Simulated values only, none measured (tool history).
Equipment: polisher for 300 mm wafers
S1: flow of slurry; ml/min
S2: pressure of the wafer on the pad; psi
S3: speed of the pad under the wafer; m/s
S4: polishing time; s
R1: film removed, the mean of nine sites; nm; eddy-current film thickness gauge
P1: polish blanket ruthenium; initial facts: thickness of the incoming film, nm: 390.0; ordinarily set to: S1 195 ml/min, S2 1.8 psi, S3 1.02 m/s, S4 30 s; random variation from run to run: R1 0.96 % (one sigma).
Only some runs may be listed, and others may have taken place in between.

Run 1, day 0.458: S1 195 ml/min, S2 1.8 psi, S3 1.02 m/s, S4 30 s. Result: R1 28.170 nm.
Run 2, day 1.058: S1 115 ml/min, S2 1.8 psi, S3 1.02 m/s, S4 30 s. Result: R1 25.780 nm.
Run 3, day 1.392: S1 195 ml/min, S2 1.1 psi, S3 0.74 m/s, S4 30 s. Result: R1 12.739 nm.
Run 4, day 1.829: S1 255 ml/min, S2 1.8 psi, S3 1.02 m/s, S4 30 s. Result: R1 28.640 nm.
At day 2.200: slurry nozzle cleaned.
Run 5, day 2.321: S1 195 ml/min, S2 1.8 psi, S3 1.42 m/s, S4 30 s. Result: R1 38.877 nm.
Run 6, day 2.858: S1 195 ml/min, S2 1.8 psi, S3 1.02 m/s, S4 30 s. Result: R1 28.522 nm.
Run 7, day 3.471: S1 195 ml/min, S2 1.8 psi, S3 1.02 m/s, S4 30 s. Result: R1 28.286 nm.
Run 8, day 3.767: S1 195 ml/min, S2 1.8 psi, S3 1.02 m/s, S4 30 s. Result: R1 28.746 nm.
Run 9, day 4.217: S1 195 ml/min, S2 1.8 psi, S3 1.02 m/s, S4 30 s. Result: R1 28.320 nm.
Run 10, day 4.538: S1 115 ml/min, S2 1.8 psi, S3 1.02 m/s, S4 43 s. Result: R1 36.698 nm.
Run 11, day 4.946: S1 195 ml/min, S2 1.1 psi, S3 1.02 m/s, S4 30 s. Result: R1 17.616 nm.
Run 12, day 5.254: S1 195 ml/min, S2 1.8 psi, S3 1.02 m/s, S4 30 s. Result: R1 28.625 nm.
Run 13, day 5.796: S1 195 ml/min, S2 1.8 psi, S3 0.48 m/s, S4 30 s. Result: R1 13.543 nm.
Run 14, day 6.288: S1 195 ml/min, S2 2.6 psi, S3 1.02 m/s, S4 30 s. Result: R1 40.718 nm.
Run 15, day 6.650: S1 195 ml/min, S2 1.8 psi, S3 1.02 m/s, S4 30 s. Result: R1 28.389 nm.
Run 16, day 7.104: S1 195 ml/min, S2 1.8 psi, S3 1.02 m/s, S4 14 s. Result: R1 13.278 nm.
Run 17, day 7.650: S1 195 ml/min, S2 1.8 psi, S3 1.02 m/s, S4 42 s. Result: R1 39.904 nm.
Run 18, day 8.150: S1 195 ml/min, S2 1.8 psi, S3 1.02 m/s, S4 30 s. Result: R1 28.049 nm.
Run 19, day 8.525: S1 195 ml/min, S2 1.8 psi, S3 1.02 m/s, S4 30 s. Result: R1 27.630 nm.
Run 20, day 8.817: S1 195 ml/min, S2 1.8 psi, S3 1.02 m/s, S4 30 s. Result: R1 27.439 nm.
Run 21, day 9.262: S1 195 ml/min, S2 1.8 psi, S3 1.02 m/s, S4 30 s. Result: R1 26.898 nm.
Run 22, day 9.704: S1 195 ml/min, S2 1.8 psi, S3 1.02 m/s, S4 30 s. Result: R1 26.658 nm.
At day 10.183: head pressure recalibrated.
Run 23, day 10.283: S1 195 ml/min, S2 1.8 psi, S3 1.02 m/s, S4 30 s. Result: R1 26.807 nm.

Estimate the outcome of run 24 from the log above:
Run 24, day 10.688: S1 195 ml/min, S2 1.8 psi, S3 1.02 m/s, S4 30 s. Result: R1 ?.

{"run 24": {"R1": 26.564}}
